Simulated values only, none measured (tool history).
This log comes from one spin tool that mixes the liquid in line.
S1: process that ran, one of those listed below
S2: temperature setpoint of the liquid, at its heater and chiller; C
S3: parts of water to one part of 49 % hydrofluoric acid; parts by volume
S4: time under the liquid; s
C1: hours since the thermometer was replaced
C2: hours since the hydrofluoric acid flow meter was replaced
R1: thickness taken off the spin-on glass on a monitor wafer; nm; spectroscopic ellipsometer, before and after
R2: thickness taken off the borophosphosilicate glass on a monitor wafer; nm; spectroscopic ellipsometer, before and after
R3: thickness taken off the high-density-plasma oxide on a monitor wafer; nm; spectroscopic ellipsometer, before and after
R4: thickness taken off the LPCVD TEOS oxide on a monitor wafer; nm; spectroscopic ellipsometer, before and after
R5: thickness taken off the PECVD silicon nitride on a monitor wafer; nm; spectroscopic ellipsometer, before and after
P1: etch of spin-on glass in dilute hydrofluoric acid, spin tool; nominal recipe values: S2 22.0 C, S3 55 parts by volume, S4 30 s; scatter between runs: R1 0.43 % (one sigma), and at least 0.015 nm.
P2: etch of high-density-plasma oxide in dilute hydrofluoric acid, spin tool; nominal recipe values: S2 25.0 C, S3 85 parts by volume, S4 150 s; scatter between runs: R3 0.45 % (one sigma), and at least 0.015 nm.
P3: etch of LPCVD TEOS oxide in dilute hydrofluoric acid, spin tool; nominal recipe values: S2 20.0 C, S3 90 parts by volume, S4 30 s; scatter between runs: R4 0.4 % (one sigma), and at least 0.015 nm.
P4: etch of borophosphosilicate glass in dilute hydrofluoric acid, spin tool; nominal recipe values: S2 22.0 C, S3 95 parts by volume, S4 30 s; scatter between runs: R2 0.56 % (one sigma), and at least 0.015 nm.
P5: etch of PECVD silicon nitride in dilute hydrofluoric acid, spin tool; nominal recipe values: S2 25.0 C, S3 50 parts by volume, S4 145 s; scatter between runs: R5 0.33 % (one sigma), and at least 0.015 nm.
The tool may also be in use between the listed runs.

{"run": 1, "day": 0.317, "S1": "P1", "S2": 22.0, "S3": 55, "S4": 30, "C1": 762.6, "C2": 234.2, "R1": 31.577}
{"run": 2, "day": 0.596, "S1": "P4", "S2": 18.5, "S3": 95, "S4": 30, "C1": 769.3, "C2": 240.9, "R2": 16.114}
{"run": 3, "day": 1.046, "S1": "P4", "S2": 22.0, "S3": 50, "S4": 30, "C1": 780.1, "C2": 251.7, "R2": 37.539}
{"run": 4, "day": 1.325, "S1": "P2", "S2": 25.0, "S3": 85, "S4": 150, "C1": 786.8, "C2": 258.4, "R3": 18.548}
{"run": 5, "day": 1.621, "S1": "P1", "S2": 22.0, "S3": 55, "S4": 30, "C1": 793.9, "C2": 265.5, "R1": 31.44}
{"run": 6, "day": 1.908, "S1": "P1", "S2": 18.0, "S3": 55, "S4": 30, "C1": 800.8, "C2": 272.4, "R1": 26.673}
{"run": 7, "day": 2.354, "S1": "P2", "S2": 25.0, "S3": 85, "S4": 150, "C1": 811.5, "C2": 283.1, "R3": 18.509}
{"run": 8, "day": 2.767, "S1": "P3", "S2": 20.0, "S3": 55, "S4": 30, "C1": 821.4, "C2": 293.0, "R4": 12.465}
{"run": 9, "day": 3.033, "S1": "P5", "S2": 25.0, "S3": 75, "S4": 145, "C1": 827.8, "C2": 299.4, "R5": 8.3134}
{"run": 10, "day": 3.421, "S1": "P1", "S2": 22.0, "S3": 55, "S4": 30, "C1": 837.1, "C2": 308.7, "R1": 31.357}
{"run": 11, "day": 3.912, "S1": "P3", "S2": 24.5, "S3": 90, "S4": 30, "C1": 848.9, "C2": 320.5, "R4": 8.7867}
{"run": 12, "day": 4.362, "S1": "P5", "S2": 25.0, "S3": 50, "S4": 280, "C1": 859.7, "C2": 331.3, "R5": 24.12}
{"run": 13, "day": 4.788, "S1": "P3", "S2": 20.0, "S3": 90, "S4": 30, "C1": 869.9, "C2": 341.5, "R4": 7.3264}
{"run": 14, "day": 5.046, "S1": "P4", "S2": 22.0, "S3": 95, "S4": 30, "C1": 876.1, "C2": 347.7, "R2": 18.667}
{"run": 15, "day": 5.379, "S1": "P3", "S2": 20.0, "S3": 90, "S4": 30, "C1": 884.1, "C2": 355.7, "R4": 7.2696}
{"run": 16, "day": 5.621, "S1": "P1", "S2": 22.0, "S3": 55, "S4": 15, "C1": 889.9, "C2": 361.5, "R1": 15.739}
{"run": 17, "day": 5.892, "S1": "P2", "S2": 25.0, "S3": 150, "S4": 150, "C1": 896.4, "C2": 368.0, "R3": 9.715}
{"run": 18, "day": 6.379, "S1": "P1", "S2": 22.0, "S3": 90, "S4": 30, "C1": 908.1, "C2": 379.7, "R1": 18.361}
{"run": 19, "day": 6.675, "S1": "P1", "S2": 22.0, "S3": 55, "S4": 30, "C1": 915.2, "C2": 386.8, "R1": 31.508}
{"run": 20, "day": 6.946, "S1": "P5", "S2": 25.0, "S3": 50, "S4": 145, "C1": 921.7, "C2": 393.3, "R5": 12.461}
{"run": 21, "day": 7.421, "S1": "P1", "S2": 18.0, "S3": 30, "S4": 30, "C1": 933.1, "C2": 404.7, "R1": 49.889}
{"run": 22, "day": 7.838, "S1": "P1", "S2": 17.0, "S3": 20, "S4": 30, "C1": 943.1, "C2": 414.7, "R1": 72.979}
{"run": 23, "day": 8.308, "S1": "P4", "S2": 22.0, "S3": 95, "S4": 15, "C1": 954.4, "C2": 426.0, "R2": 9.2076}
{"run": 24, "day": 8.783, "S1": "P1", "S2": 22.0, "S3": 25, "S4": 15, "C1": 965.8, "C2": 437.4, "R1": 35.848}
{"run": 25, "day": 9.138, "S1": "P1", "S2": 22.0, "S3": 30, "S4": 30, "C1": 974.3, "C2": 445.9, "R1": 59.303}
{"run": 26, "day": 9.629, "S1": "P2", "S2": 31.5, "S3": 85, "S4": 150, "C1": 986.1, "C2": 457.7, "R3": 23.908}
{"run": 27, "day": 9.888, "S1": "P5", "S2": 28.5, "S3": 50, "S4": 145, "C1": 992.3, "C2": 463.9, "R5": 15.707}
{"run": 28, "day": 10.375, "S1": "P1", "S2": 22.0, "S3": 55, "S4": 50, "C1": 1004.0, "C2": 475.6, "R1": 52.042}
{"run": 29, "day": 10.721, "S1": "P1", "S2": 22.0, "S3": 55, "S4": 30, "C1": 1012.3, "C2": 483.9, "R1": 31.42}
{"run": 30, "day": 10.938, "S1": "P1", "S2": 28.5, "S3": 55, "S4": 30, "C1": 1017.5, "C2": 489.1, "R1": 40.877}
{"run": 31, "day": 11.429, "S1": "P2", "S2": 25.0, "S3": 85, "S4": 20, "C1": 1029.3, "C2": 500.9, "R3": 2.4745}
{"run": 32, "day": 11.725, "S1": "P3", "S2": 20.0, "S3": 90, "S4": 15, "C1": 1036.4, "C2": 508.0, "R4": 3.6478}
{"run": 33, "day": 12.192, "S1": "P5", "S2": 25.0, "S3": 50, "S4": 145, "C1": 1047.6, "C2": 519.2, "R5": 12.541}
{"run": 34, "day": 12.65, "S1": "P1", "S2": 22.0, "S3": 55, "S4": 30, "C1": 1058.6, "C2": 530.2, "R1": 31.344}
{"run": 35, "day": 13.108, "S1": "P1", "S2": 22.0, "S3": 55, "S4": 30, "C1": 1069.6, "C2": 541.2, "R1": 32.474}
{"run": 36, "day": 13.6, "S1": "P1", "S2": 22.0, "S3": 55, "S4": 30, "C1": 1081.4, "C2": 553.0, "R1": 33.471}
{"run": 37, "day": 14.071, "S1": "P1", "S2": 22.0, "S3": 55, "S4": 30, "C1": 1092.7, "C2": 564.3, "R1": 33.663}
{"run": 38, "day": 14.542, "S1": "P1", "S2": 22.0, "S3": 55, "S4": 30, "C1": 1104.0, "C2": 575.6, "R1": 34.199}
{"run": 39, "day": 14.825, "S1": "P1", "S2": 22.0, "S3": 55, "S4": 30, "C1": 1110.8, "C2": 582.4, "R1": 34.082}
{"run": 40, "day": 15.096, "S1": "P1", "S2": 22.0, "S3": 55, "S4": 30, "C1": 1117.3, "C2": 588.9, "R1": 34.119}
{"run": 41, "day": 15.567, "S1": "P1", "S2": 22.0, "S3": 55, "S4": 30, "C1": 1128.6, "C2": 600.2, "R1": 34.372}

Run 42, settings as shown, results not yet in. Your forecast:
{"run": 42, "day": 15.875, "S1": "P1", "S2": 22.0, "S3": 55, "S4": 30, "C1": 1136.0, "C2": 607.6, "R1": "?"}

{"run 42": {"R1": 34.123}}
